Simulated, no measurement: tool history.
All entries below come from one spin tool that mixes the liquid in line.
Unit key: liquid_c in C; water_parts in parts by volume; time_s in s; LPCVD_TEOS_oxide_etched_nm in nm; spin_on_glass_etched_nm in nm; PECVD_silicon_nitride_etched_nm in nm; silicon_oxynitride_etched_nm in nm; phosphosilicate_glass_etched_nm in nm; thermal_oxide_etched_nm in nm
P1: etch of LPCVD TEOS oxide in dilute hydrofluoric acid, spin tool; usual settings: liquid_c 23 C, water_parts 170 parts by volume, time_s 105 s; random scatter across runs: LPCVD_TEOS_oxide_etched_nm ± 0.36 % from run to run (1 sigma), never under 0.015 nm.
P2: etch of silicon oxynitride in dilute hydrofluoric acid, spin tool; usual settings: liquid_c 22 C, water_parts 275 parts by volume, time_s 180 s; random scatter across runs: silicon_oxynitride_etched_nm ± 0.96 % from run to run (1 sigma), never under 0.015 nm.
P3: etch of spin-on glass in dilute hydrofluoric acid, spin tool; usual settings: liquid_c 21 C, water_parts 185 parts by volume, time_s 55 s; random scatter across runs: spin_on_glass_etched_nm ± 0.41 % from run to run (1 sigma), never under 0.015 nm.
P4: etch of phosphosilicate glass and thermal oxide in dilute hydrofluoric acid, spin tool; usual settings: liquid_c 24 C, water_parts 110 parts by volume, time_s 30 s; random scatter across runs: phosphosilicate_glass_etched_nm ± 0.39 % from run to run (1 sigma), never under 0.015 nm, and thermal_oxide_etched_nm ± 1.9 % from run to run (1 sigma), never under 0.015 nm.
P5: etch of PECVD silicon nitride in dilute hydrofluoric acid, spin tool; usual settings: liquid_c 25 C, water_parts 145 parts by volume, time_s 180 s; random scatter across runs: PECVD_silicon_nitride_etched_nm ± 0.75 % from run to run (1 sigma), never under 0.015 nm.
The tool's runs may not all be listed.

| run | hour | process | liquid_c | water_parts | time_s | hours since the thermometer was replaced | hours since the hydrofluoric acid flow meter was replaced | LPCVD_TEOS_oxide_etched_nm | spin_on_glass_etched_nm | PECVD_silicon_nitride_etched_nm | silicon_oxynitride_etched_nm | phosphosilicate_glass_etched_nm | thermal_oxide_etched_nm |
|---|---|---|---|---|---|---|---|---|---|---|---|---|---|
| 1 | 4.1 | P1 | 23 | 170 | 105 | 1297.6 | 1669.3 | 10.23 |  |  |  |  |  |
| 2 | 11.9 | P1 | 23 | 170 | 175 | 1305.4 | 1677.1 | 17.062 |  |  |  |  |  |
| 3 | 18.3 | P3 | 26 | 185 | 55 | 1311.8 | 1683.5 |  | 6.0629 |  |  |  |  |
| 4 | 23.2 | P5 | 31 | 145 | 180 | 1316.7 | 1688.4 |  |  | 4.5816 |  |  |  |
| 5 | 31 | P3 | 21 | 185 | 30 | 1324.5 | 1696.2 |  | 2.7258 |  |  |  |  |
| 6 | 35.6 | P1 | 17 | 170 | 105 | 1329.1 | 1700.8 | 8.0974 |  |  |  |  |  |
| 7 | 44.6 | P2 | 22 | 275 | 180 | 1338.1 | 1709.8 |  |  |  | 2.254 |  |  |
| 8 | 52.8 | P1 | 23 | 170 | 35 | 1346.3 | 1718 | 3.4077 |  |  |  |  |  |
| 9 | 57.8 | P5 | 25 | 35 | 180 | 1351.3 | 1723 |  |  | 12.523 |  |  |  |
| 10 | 62.7 | P1 | 23 | 170 | 105 | 1356.2 | 1727.9 | 10.264 |  |  |  |  |  |
| 11 | 70.3 | P5 | 25 | 145 | 180 | 1363.8 | 1735.5 |  |  | 3.0277 |  |  |  |
| 12 | 78.4 | P2 | 17 | 275 | 180 | 1371.9 | 1743.6 |  |  |  | 1.8031 |  |  |
| 13 | 84.5 | P2 | 22 | 275 | 300 | 1378 | 1749.7 |  |  |  | 3.755 |  |  |
| 14 | 92.5 | P1 | 27 | 270 | 105 | 1386 | 1757.7 | 6.6937 |  |  |  |  |  |
| 15 | 97.1 | P1 | 28.5 | 170 | 105 | 1390.6 | 1762.3 | 12.579 |  |  |  |  |  |
| 16 | 101.1 | P4 | 31 | 110 | 30 | 1394.6 | 1766.3 |  |  |  |  | 68.788 | 1.7403 |
|  | 102.5 | hydrofluoric acid flow meter replaced |
| 17 | 108.7 | P3 | 21 | 185 | 55 | 1402.2 | 6.2 |  | 5.0064 |  |  |  |  |
| 18 | 117.8 | P3 | 21 | 285 | 55 | 1411.3 | 15.3 |  | 2.9641 |  |  |  |  |
| 19 | 124.7 | P1 | 23 | 170 | 105 | 1418.2 | 22.2 | 10.252 |  |  |  |  |  |
| 20 | 132.8 | P5 | 25 | 145 | 360 | 1426.3 | 30.3 |  |  | 6.1354 |  |  |  |
| 21 | 140.4 | P4 | 24 | 110 | 30 | 1433.9 | 37.9 |  |  |  |  | 52.162 | 1.3215 |
| 22 | 146.1 | P5 | 25 | 145 | 180 | 1439.6 | 43.6 |  |  | 3.0909 |  |  |  |
| 23 | 153.6 | P1 | 23 | 70 | 105 | 1447.1 | 51.1 | 28.123 |  |  |  |  |  |
| 24 | 160.1 | P4 | 24 | 45 | 30 | 1453.6 | 57.6 |  |  |  |  | 140.17 | 3.5307 |
| 25 | 167.1 | P1 | 23 | 245 | 15 | 1460.6 | 64.6 | 0.94477 |  |  |  |  |  |
| 26 | 171.4 | P1 | 23 | 170 | 105 | 1464.9 | 68.9 | 10.315 |  |  |  |  |  |
| 27 | 175.6 | P3 | 21 | 185 | 55 | 1469.1 | 73.1 |  | 5.0498 |  |  |  |  |
| 28 | 183.7 | P1 | 23 | 310 | 105 | 1477.2 | 81.2 | 4.8997 |  |  |  |  |  |
| 29 | 191.3 | P2 | 22 | 80 | 180 | 1484.8 | 88.8 |  |  |  | 9.0693 |  |  |
| 30 | 197 | P1 | 23 | 170 | 105 | 1490.5 | 94.5 | 10.274 |  |  |  |  |  |
| 31 | 203 | P4 | 24 | 110 | 45 | 1496.5 | 100.5 |  |  |  |  | 78.978 | 1.9797 |
| 32 | 207.2 | P1 | 23 | 170 | 105 | 1500.7 | 104.7 | 10.206 |  |  |  |  |  |
| 33 | 212.4 | P1 | 23 | 170 | 105 | 1505.9 | 109.9 | 10.394 |  |  |  |  |  |
| 34 | 221.2 | P1 | 23 | 170 | 105 | 1514.7 | 118.7 | 10.65 |  |  |  |  |  |
| 35 | 225.9 | P1 | 23 | 170 | 105 | 1519.4 | 123.4 | 10.723 |  |  |  |  |  |
| 36 | 232.7 | P1 | 23 | 170 | 105 | 1526.2 | 130.2 | 10.759 |  |  |  |  |  |
| 37 | 240.9 | P1 | 23 | 170 | 105 | 1534.4 | 138.4 | 10.797 |  |  |  |  |  |
| 38 | 246.7 | P1 | 23 | 170 | 105 | 1540.2 | 144.2 | 10.8 |  |  |  |  |  |
| 39 | 253 | P1 | 23 | 170 | 105 | 1546.5 | 150.5 | 10.874 |  |  |  |  |  |
| 40 | 261.7 | P1 | 23 | 170 | 105 | 1555.2 | 159.2 | 10.895 |  |  |  |  |  |
| 41 | 266.8 | P1 | 23 | 170 | 105 | 1560.3 | 164.3 | 10.85 |  |  |  |  |  |

Compared with where it was, what P1 gives has crept away. Each cause listed below fits the log as well as the rest, at the size given for it:
A: liquid hotter than its thermometer reads (K) = 1.58
B: hydrofluoric acid flow above the setpoint (%) = 5.18
Onset of the creep was near hour 207.2.

Which of the 4 check runs listed below separates the causes, so that each cause would produce a clearly different result? Each run uses one wafer, and its results are marked with question marks.
| check 1 | 271.9 | P3 | 25.5 | 185 | 55 |  |  |  | ? |  |  |  |  |
| check 2 | 271.9 | P4 | 30 | 70 | 30 |  |  |  |  |  |  | ? | ? |
| check 3 | 271.9 | P5 | 25 | 60 | 345 |  |  |  |  | ? |  |  |  |
| check 4 | 271.9 | P2 | 22 | 180 | 180 |  |  |  |  |  | ? |  |  |

Expected result of each check under each candidate cause:
| check | result | if A | if B |
|---|---|---|---|
| check 1 | spin_on_glass_etched_nm | 6.3124 | 6.3335 |
| check 2 | phosphosilicate_glass_etched_nm | 116.75 | 116.19 |
| check 2 | thermal_oxide_etched_nm | 2.8771 | 2.8634 |
| check 3 | PECVD_silicon_nitride_etched_nm | 15.757 | 14.913 |
| check 4 | silicon_oxynitride_etched_nm | 3.9437 | 3.8839 |
Gap, in per cent, between the two causes that each check separates least, read from the result that separates them most: check 1 0.33 %; check 2 0.48 %; check 3 5.5 %; check 4 1.53 %
Only in check 3 would the causes give clearly different results; in the remaining checks their results would be nearly the same.

Check 3 was carried out, with these results: PECVD_silicon_nitride_etched_nm 15.692 nm. Which of the listed causes is responsible?

The cause is A: liquid hotter than its thermometer reads (K).
